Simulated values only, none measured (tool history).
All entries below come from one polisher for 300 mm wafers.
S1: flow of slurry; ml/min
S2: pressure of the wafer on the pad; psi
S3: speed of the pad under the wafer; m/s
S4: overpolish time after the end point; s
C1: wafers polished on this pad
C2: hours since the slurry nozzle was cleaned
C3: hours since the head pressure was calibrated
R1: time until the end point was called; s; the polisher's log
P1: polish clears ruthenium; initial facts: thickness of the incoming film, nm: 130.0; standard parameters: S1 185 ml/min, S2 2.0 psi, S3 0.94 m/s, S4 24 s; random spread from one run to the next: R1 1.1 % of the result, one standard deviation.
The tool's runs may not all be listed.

Run 1, hour 3.1: S1 185 ml/min, S2 2.0 psi, S3 0.94 m/s, S4 24 s; C1 134; C2 121.3; C3 131.9. Result: R1 109.480 s.
Run 2, hour 8.3: S1 185 ml/min, S2 2.0 psi, S3 0.94 m/s, S4 24 s; C1 177; C2 126.5; C3 137.1. Result: R1 109.590 s.
Run 3, hour 12.2: S1 185 ml/min, S2 2.0 psi, S3 0.70 m/s, S4 24 s; C1 209; C2 130.4; C3 141.0. Result: R1 146.220 s.
Run 4, hour 15.2: S1 185 ml/min, S2 2.0 psi, S3 1.38 m/s, S4 24 s; C1 234; C2 133.4; C3 144.0. Result: R1 73.667 s.
Run 5, hour 20.3: S1 260 ml/min, S2 2.0 psi, S3 0.94 m/s, S4 24 s; C1 276; C2 138.5; C3 149.1. Result: R1 105.150 s.
Run 6, hour 24.7: S1 185 ml/min, S2 2.0 psi, S3 0.94 m/s, S4 24 s; C1 312; C2 142.9; C3 153.5. Result: R1 109.500 s.
Run 7, hour 27.4: S1 265 ml/min, S2 2.0 psi, S3 0.94 m/s, S4 41 s; C1 334; C2 145.6; C3 156.2. Result: R1 103.440 s.
Run 8, hour 31.3: S1 185 ml/min, S2 2.0 psi, S3 0.94 m/s, S4 24 s; C1 366; C2 149.5; C3 160.1. Result: R1 110.160 s.
Run 9, hour 35.0: S1 185 ml/min, S2 2.0 psi, S3 0.94 m/s, S4 24 s; C1 397; C2 153.2; C3 163.8. Result: R1 108.710 s.
Run 10, hour 37.9: S1 185 ml/min, S2 1.3 psi, S3 0.94 m/s, S4 24 s; C1 421; C2 156.1; C3 166.7. Result: R1 167.820 s.
Run 11, hour 41.3: S1 110 ml/min, S2 2.0 psi, S3 0.94 m/s, S4 24 s; C1 449; C2 159.5; C3 170.1. Result: R1 120.560 s.
Run 12, hour 45.9: S1 110 ml/min, S2 2.0 psi, S3 1.42 m/s, S4 24 s; C1 487; C2 164.1; C3 174.7. Result: R1 81.007 s.
Run 13, hour 50.7: S1 185 ml/min, S2 2.0 psi, S3 0.94 m/s, S4 24 s; C1 527; C2 168.9; C3 179.5. Result: R1 107.530 s.
Run 14, hour 54.5: S1 185 ml/min, S2 2.0 psi, S3 0.94 m/s, S4 7 s; C1 558; C2 172.7; C3 183.3. Result: R1 109.280 s.
Run 15, hour 59.6: S1 185 ml/min, S2 2.7 psi, S3 0.94 m/s, S4 24 s; C1 600; C2 177.8; C3 188.4. Result: R1 80.192 s.
Run 16, hour 63.5: S1 185 ml/min, S2 1.1 psi, S3 0.94 m/s, S4 10 s; C1 632; C2 181.7; C3 192.3. Result: R1 201.150 s.
Run 17, hour 67.1: S1 185 ml/min, S2 2.0 psi, S3 0.94 m/s, S4 47 s; C1 662; C2 185.3; C3 195.9. Result: R1 110.420 s.
Run 18, hour 71.2: S1 185 ml/min, S2 2.0 psi, S3 0.94 m/s, S4 24 s; C1 696; C2 189.4; C3 200.0. Result: R1 111.120 s.
Run 19, hour 76.2: S1 185 ml/min, S2 2.0 psi, S3 0.94 m/s, S4 24 s; C1 737; C2 194.4; C3 205.0. Result: R1 109.920 s.
Run 20, hour 81.7: S1 185 ml/min, S2 2.0 psi, S3 0.94 m/s, S4 24 s; C1 782; C2 199.9; C3 210.5. Result: R1 111.770 s.
Run 21, hour 84.7: S1 185 ml/min, S2 2.0 psi, S3 0.94 m/s, S4 24 s; C1 807; C2 202.9; C3 213.5. Result: R1 114.070 s.
Run 22, hour 90.2: S1 185 ml/min, S2 2.0 psi, S3 0.94 m/s, S4 24 s; C1 852; C2 208.4; C3 219.0. Result: R1 115.710 s.
Run 23, hour 94.3: S1 185 ml/min, S2 2.0 psi, S3 0.94 m/s, S4 24 s; C1 886; C2 212.5; C3 223.1. Result: R1 114.530 s.
At hour 97.6: head pressure recalibrated.
Run 24, hour 97.6: S1 185 ml/min, S2 2.0 psi, S3 0.94 m/s, S4 24 s; C1 914; C2 215.8; C3 0.0. Result: R1 117.950 s.
Run 25, hour 100.9: S1 185 ml/min, S2 2.0 psi, S3 0.94 m/s, S4 24 s; C1 941; C2 219.1; C3 3.3. Result: R1 118.610 s.
Run 26, hour 106.1: S1 185 ml/min, S2 2.0 psi, S3 0.94 m/s, S4 24 s; C1 984; C2 224.3; C3 8.5. Result: R1 119.260 s.
Run 27, hour 109.6: S1 185 ml/min, S2 2.0 psi, S3 0.94 m/s, S4 24 s; C1 1013; C2 227.8; C3 12.0. Result: R1 117.880 s.
Run 28, hour 113.1: S1 185 ml/min, S2 2.0 psi, S3 0.94 m/s, S4 24 s; C1 1041; C2 231.3; C3 15.5. Result: R1 116.810 s.
Run 29, hour 118.4: S1 185 ml/min, S2 2.0 psi, S3 0.94 m/s, S4 24 s; C1 1085; C2 236.6; C3 20.8. Result: R1 118.920 s.
Run 30, hour 121.9: S1 185 ml/min, S2 2.0 psi, S3 0.94 m/s, S4 24 s; C1 1114; C2 240.1; C3 24.3. Result: R1 120.370 s.

The log shows P1 creeping away from where it was. Any of the 2 causes listed here, at the size stated for it, fits the log just as well as the others:
A: removal rate lost through wear of the pad, % = 7.81
B: slurry flow missing at the pad, % = 36.7
At approximately hour 76.2, the process output began to creep.
Excluded causes, each with its reason:
head's pressure below its setpoint, %: its service at hour 97.6 followed the start of the drift and did not put the process back to its old value

You are offered 4 check runs, listed below with question marks in place of their results; each one averages 3 wafers. Which run separates the listed causes by giving clearly different results for each?
Run check 1, hour 125.4: S1 185 ml/min, S2 2.0 psi, S3 0.94 m/s, S4 46 s. Result: R1 ?.
Run check 2, hour 125.4: S1 185 ml/min, S2 1.6 psi, S3 0.94 m/s, S4 24 s. Result: R1 ?.
Run check 3, hour 125.4: S1 185 ml/min, S2 2.0 psi, S3 1.38 m/s, S4 24 s. Result: R1 ?.
Run check 4, hour 125.4: S1 110 ml/min, S2 2.0 psi, S3 0.94 m/s, S4 24 s. Result: R1 ?.

Expected result of each check under each candidate cause:
  check  result     if A     if B
check 1      R1  118.820  118.830
check 2      R1  148.530  148.540
check 3      R1   80.936   80.943
check 4      R1  130.720  137.160
Smallest distance between any two causes, each pair judged by its most separating result, in per cent: check 1 0.01 %; check 2 0.01 %; check 3 0.01 %; check 4 4.81 %
Only check 4 tells the causes apart: in the others they would give nearly the same result.

Here is what check 4 returned: R1 130.930 s. Which cause is it?

It was cause A: removal rate lost through wear of the pad, %.
